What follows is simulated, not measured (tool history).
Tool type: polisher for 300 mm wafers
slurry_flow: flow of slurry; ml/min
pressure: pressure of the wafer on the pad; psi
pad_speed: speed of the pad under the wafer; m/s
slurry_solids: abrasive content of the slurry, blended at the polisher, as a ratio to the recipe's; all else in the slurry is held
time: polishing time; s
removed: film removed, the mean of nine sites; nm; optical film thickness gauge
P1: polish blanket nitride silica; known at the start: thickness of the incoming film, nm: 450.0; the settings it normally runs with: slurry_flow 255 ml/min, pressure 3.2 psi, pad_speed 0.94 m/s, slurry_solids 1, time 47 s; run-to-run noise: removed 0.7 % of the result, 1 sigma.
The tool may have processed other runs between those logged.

| run | hour | slurry_flow | pressure | pad_speed | slurry_solids | time | wafers polished on this pad | hours since the slurry nozzle was cleaned | hours since the head pressure was calibrated | hours since the slurry blender was calibrated | hours since the conditioning disc was replaced | removed |
|---|---|---|---|---|---|---|---|---|---|---|---|---|
| 1 | 12.4 | 255 | 3.2 | 0.94 | 1 | 47 | 826 | 190.9 | 99.1 | 183.4 | 144.6 | 25.088 |
| 2 | 23.5 | 255 | 3.2 | 0.94 | 1 | 47 | 949 | 202 | 110.2 | 194.5 | 155.7 | 24.626 |
|  | 39.2 | slurry blender recalibrated |
| 3 | 42.2 | 255 | 3.2 | 0.94 | 1.4 | 47 | 1156 | 220.7 | 128.9 | 3.1 | 174.4 | 28.36 |
| 4 | 59.9 | 255 | 3.2 | 0.94 | 1 | 47 | 1351 | 238.4 | 146.6 | 20.8 | 192.1 | 24.793 |
| 5 | 69.6 | 155 | 3.2 | 0.94 | 1 | 34 | 1459 | 248.1 | 156.3 | 30.5 | 201.8 | 16.868 |
| 6 | 81.6 | 255 | 3.2 | 0.94 | 1 | 47 | 1591 | 260.1 | 168.3 | 42.5 | 213.8 | 24.617 |
| 7 | 93.7 | 255 | 2.3 | 0.94 | 1 | 47 | 1725 | 272.2 | 180.4 | 54.6 | 225.9 | 17.796 |
| 8 | 103.6 | 195 | 3.2 | 1.36 | 1 | 47 | 1835 | 282.1 | 190.3 | 64.5 | 235.8 | 32.049 |
| 9 | 119.5 | 255 | 1.8 | 0.94 | 0.65 | 47 | 2010 | 298 | 206.2 | 80.4 | 251.7 | 11.284 |
| 10 | 129.2 | 255 | 3.2 | 0.7 | 1 | 47 | 2118 | 307.7 | 215.9 | 90.1 | 261.4 | 19.349 |
| 11 | 145.8 | 255 | 3.2 | 0.94 | 1 | 47 | 2301 | 324.3 | 232.5 | 106.7 | 278 | 24.575 |
|  | 148.1 | head pressure recalibrated |
| 12 | 164.2 | 255 | 3.2 | 0.94 | 1 | 47 | 2504 | 342.7 | 16.2 | 125.1 | 296.4 | 24.42 |
| 13 | 178.5 | 350 | 3.2 | 0.94 | 1 | 47 | 2663 | 357 | 30.5 | 139.4 | 310.7 | 25.399 |
| 14 | 188.9 | 255 | 4.9 | 0.94 | 1 | 47 | 2778 | 367.4 | 40.9 | 149.8 | 321.1 | 37.816 |
| 15 | 199.6 | 255 | 3.2 | 0.94 | 0.6 | 47 | 2896 | 378.1 | 51.6 | 160.5 | 331.8 | 18.797 |
| 16 | 211.1 | 255 | 3.2 | 1.3 | 1 | 47 | 3023 | 389.6 | 63.1 | 172 | 343.3 | 32.337 |
| 17 | 224.9 | 175 | 3.2 | 0.94 | 1 | 47 | 3175 | 403.4 | 76.9 | 185.8 | 357.1 | 23.699 |
| 18 | 241 | 255 | 3.2 | 0.94 | 1 | 35 | 3353 | 419.5 | 93 | 201.9 | 373.2 | 18.568 |
| 19 | 257.4 | 255 | 3.2 | 0.94 | 1 | 73 | 3535 | 435.9 | 109.4 | 218.3 | 389.6 | 38.415 |
| 20 | 276 | 255 | 3.2 | 0.94 | 1 | 47 | 3740 | 454.5 | 128 | 236.9 | 408.2 | 24.809 |
| 21 | 289.4 | 255 | 3.2 | 0.94 | 1 | 47 | 3889 | 467.9 | 141.4 | 250.3 | 421.6 | 23.669 |
| 22 | 303.3 | 255 | 3.2 | 0.94 | 1 | 47 | 4042 | 481.8 | 155.3 | 264.2 | 435.5 | 22.794 |
| 23 | 313.1 | 255 | 3.2 | 0.94 | 1 | 47 | 4151 | 491.6 | 165.1 | 274 | 445.3 | 22.597 |
|  | 322.8 | head pressure recalibrated |
| 24 | 325 | 255 | 3.2 | 0.94 | 1 | 47 | 4282 | 503.5 | 2.2 | 285.9 | 457.2 | 22.086 |
| 25 | 336.6 | 255 | 3.2 | 0.94 | 1 | 47 | 4410 | 515.1 | 13.8 | 297.5 | 468.8 | 22.041 |
|  | 350.1 | conditioning disc replaced and pad reconditioned |
|  | 353.2 | slurry nozzle cleaned |
| 26 | 355.6 | 255 | 3.2 | 0.94 | 1 | 47 | 4620 | 2.5 | 32.8 | 316.5 | 5.5 | 21.954 |
| 27 | 369.1 | 255 | 3.2 | 0.94 | 1 | 47 | 4770 | 16 | 46.3 | 330 | 19 | 21.789 |
| 28 | 380.9 | 255 | 3.2 | 0.94 | 1 | 47 | 4900 | 27.8 | 58.1 | 341.8 | 30.8 | 21.911 |

Compared with where it was, what P1 gives has crept away. Each cause listed below fits the log as well as the rest, at the size given for it:
A: removal rate lost through wear of the pad, % = 12.2
B: abrasive missing from the slurry, % = 23.3
Onset of the creep was near hour 276.
Ruled out, with reasons:
slurry flow missing at the pad, %: was serviced at hour 353.2, once the creep was under way, yet the earlier output never came back
head's pressure below its setpoint, %: was serviced at hour 322.8, once the creep was under way, yet the earlier output never came back
time polished since the conditioner stopped cutting, s: was serviced at hour 350.1, once the creep was under way, yet the earlier output never came back

Below are 4 check runs, each averaged over 5 wafers, with their results shown as question marks. Which of them would give clearly different results depending on which cause is behind the drift?
| check 1 | 392.7 | 190 | 3.8 | 0.94 | 1 | 47 |  |  |  |  |  | ? |
| check 2 | 392.7 | 255 | 2.5 | 0.94 | 1 | 47 |  |  |  |  |  | ? |
| check 3 | 392.7 | 255 | 3.2 | 0.94 | 1.4 | 47 |  |  |  |  |  | ? |
| check 4 | 392.7 | 320 | 3.2 | 0.94 | 1 | 72 |  |  |  |  |  | ? |

If the cause were each of the candidates in turn, the checks would give the following:
| check | result | if A | if B |
|---|---|---|---|
| check 1 | removed | 24.968 | 24.987 |
| check 2 | removed | 17.025 | 17.038 |
| check 3 | removed | 25.045 | 25.621 |
| check 4 | removed | 34.11 | 34.136 |
Distance between the nearest two causes, measured in the result of the check that separates them most: check 1 0.08 %; check 2 0.08 %; check 3 2.27 %; check 4 0.08 %
Check 3 is the one run that separates the causes; every other check would come out nearly the same whichever cause is at work.

After running check 3, the following was obtained: removed 25.729 nm. Which cause does this point to?

The correct cause is B, namely: abrasive missing from the slurry, %.

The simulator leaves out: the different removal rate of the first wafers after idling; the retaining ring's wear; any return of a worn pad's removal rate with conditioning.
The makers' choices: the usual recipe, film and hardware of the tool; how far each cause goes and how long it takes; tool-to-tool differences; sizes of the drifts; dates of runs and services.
